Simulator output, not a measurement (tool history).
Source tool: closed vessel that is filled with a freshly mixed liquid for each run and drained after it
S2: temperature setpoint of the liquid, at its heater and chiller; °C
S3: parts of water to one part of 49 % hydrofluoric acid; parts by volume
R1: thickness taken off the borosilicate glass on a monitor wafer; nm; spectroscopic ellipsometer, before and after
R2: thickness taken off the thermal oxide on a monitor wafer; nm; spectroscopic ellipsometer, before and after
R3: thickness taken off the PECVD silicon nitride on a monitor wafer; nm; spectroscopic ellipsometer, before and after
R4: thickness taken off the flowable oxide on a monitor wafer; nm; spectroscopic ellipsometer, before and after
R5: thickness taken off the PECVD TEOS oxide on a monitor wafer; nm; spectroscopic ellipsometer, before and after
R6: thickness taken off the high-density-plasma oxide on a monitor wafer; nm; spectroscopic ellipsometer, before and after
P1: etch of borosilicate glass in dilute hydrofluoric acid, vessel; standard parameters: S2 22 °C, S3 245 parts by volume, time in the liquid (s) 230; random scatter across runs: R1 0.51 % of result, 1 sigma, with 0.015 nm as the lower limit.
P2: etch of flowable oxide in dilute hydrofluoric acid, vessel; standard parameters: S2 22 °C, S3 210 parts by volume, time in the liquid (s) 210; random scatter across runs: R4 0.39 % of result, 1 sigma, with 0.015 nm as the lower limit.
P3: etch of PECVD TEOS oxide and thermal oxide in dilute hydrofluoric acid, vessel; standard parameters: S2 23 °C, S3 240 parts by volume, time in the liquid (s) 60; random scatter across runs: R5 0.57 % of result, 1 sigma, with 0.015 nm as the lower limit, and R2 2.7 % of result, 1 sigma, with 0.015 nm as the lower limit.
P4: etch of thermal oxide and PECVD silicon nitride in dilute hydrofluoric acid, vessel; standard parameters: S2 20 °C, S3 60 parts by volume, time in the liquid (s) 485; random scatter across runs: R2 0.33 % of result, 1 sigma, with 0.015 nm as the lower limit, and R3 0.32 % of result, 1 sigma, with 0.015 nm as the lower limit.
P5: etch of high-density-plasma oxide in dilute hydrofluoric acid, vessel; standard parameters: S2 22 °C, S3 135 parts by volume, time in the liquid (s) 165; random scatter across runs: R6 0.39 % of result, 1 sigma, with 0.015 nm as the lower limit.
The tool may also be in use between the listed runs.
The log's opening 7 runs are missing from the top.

{"run": 8, "hour": 94.7, "process that ran": "P5", "S2": 22, "S3": 135, "time in the liquid (s)": 30, "R6": 0.99002}
{"run": 9, "hour": 108.1, "process that ran": "P1", "S2": 22, "S3": 340, "time in the liquid (s)": 440, "R1": 46.176}
{"run": 10, "hour": 116.8, "process that ran": "P1", "S2": 26.5, "S3": 245, "time in the liquid (s)": 230, "R1": 42.47}
{"run": 11, "hour": 124.7, "process that ran": "P3", "S2": 23, "S3": 240, "time in the liquid (s)": 110, "R2": 1.8195, "R5": 9.9588}
{"run": 12, "hour": 140.9, "process that ran": "P3", "S2": 23, "S3": 240, "time in the liquid (s)": 60, "R2": 1.0145, "R5": 5.4433}
{"run": 13, "hour": 149.5, "process that ran": "P4", "S2": 28, "S3": 60, "time in the liquid (s)": 485, "R2": 44.882, "R3": 47.95}
{"run": 14, "hour": 165.1, "process that ran": "P1", "S2": 22, "S3": 245, "time in the liquid (s)": 230, "R1": 36.367}
{"run": 15, "hour": 180.7, "process that ran": "P4", "S2": 20, "S3": 60, "time in the liquid (s)": 950, "R2": 63.246, "R3": 54.828}
{"run": 16, "hour": 191.1, "process that ran": "P1", "S2": 22, "S3": 130, "time in the liquid (s)": 70, "R1": 23.427}
{"run": 17, "hour": 201.2, "process that ran": "P4", "S2": 20, "S3": 20, "time in the liquid (s)": 485, "R2": 102.72, "R3": 80.818}
{"run": 18, "hour": 214.4, "process that ran": "P2", "S2": 22, "S3": 210, "time in the liquid (s)": 210, "R4": 37.271}
{"run": 19, "hour": 228.4, "process that ran": "P2", "S2": 22, "S3": 55, "time in the liquid (s)": 210, "R4": 168.53}
{"run": 20, "hour": 244.0, "process that ran": "P1", "S2": 27.5, "S3": 390, "time in the liquid (s)": 230, "R1": 23.696}
{"run": 21, "hour": 254.7, "process that ran": "P3", "S2": 27, "S3": 240, "time in the liquid (s)": 60, "R2": 1.2015, "R5": 6.2331}
{"run": 22, "hour": 267.7, "process that ran": "P1", "S2": 22, "S3": 245, "time in the liquid (s)": 230, "R1": 36.285}
{"run": 23, "hour": 282.8, "process that ran": "P5", "S2": 30, "S3": 135, "time in the liquid (s)": 165, "R6": 7.2842}
{"run": 24, "hour": 292.0, "process that ran": "P5", "S2": 22, "S3": 245, "time in the liquid (s)": 165, "R6": 2.6278}
{"run": 25, "hour": 306.1, "process that ran": "P1", "S2": 22, "S3": 245, "time in the liquid (s)": 360, "R1": 56.897}
{"run": 26, "hour": 317.8, "process that ran": "P2", "S2": 30, "S3": 210, "time in the liquid (s)": 210, "R4": 49.617}
{"run": 27, "hour": 333.5, "process that ran": "P2", "S2": 22, "S3": 210, "time in the liquid (s)": 355, "R4": 62.866}

What will run 28 give?
{"run": 28, "hour": 350.8, "process that ran": "P1", "S2": 22, "S3": 245, "time in the liquid (s)": 230, "R1": "?"}

R1: 36.431 nm

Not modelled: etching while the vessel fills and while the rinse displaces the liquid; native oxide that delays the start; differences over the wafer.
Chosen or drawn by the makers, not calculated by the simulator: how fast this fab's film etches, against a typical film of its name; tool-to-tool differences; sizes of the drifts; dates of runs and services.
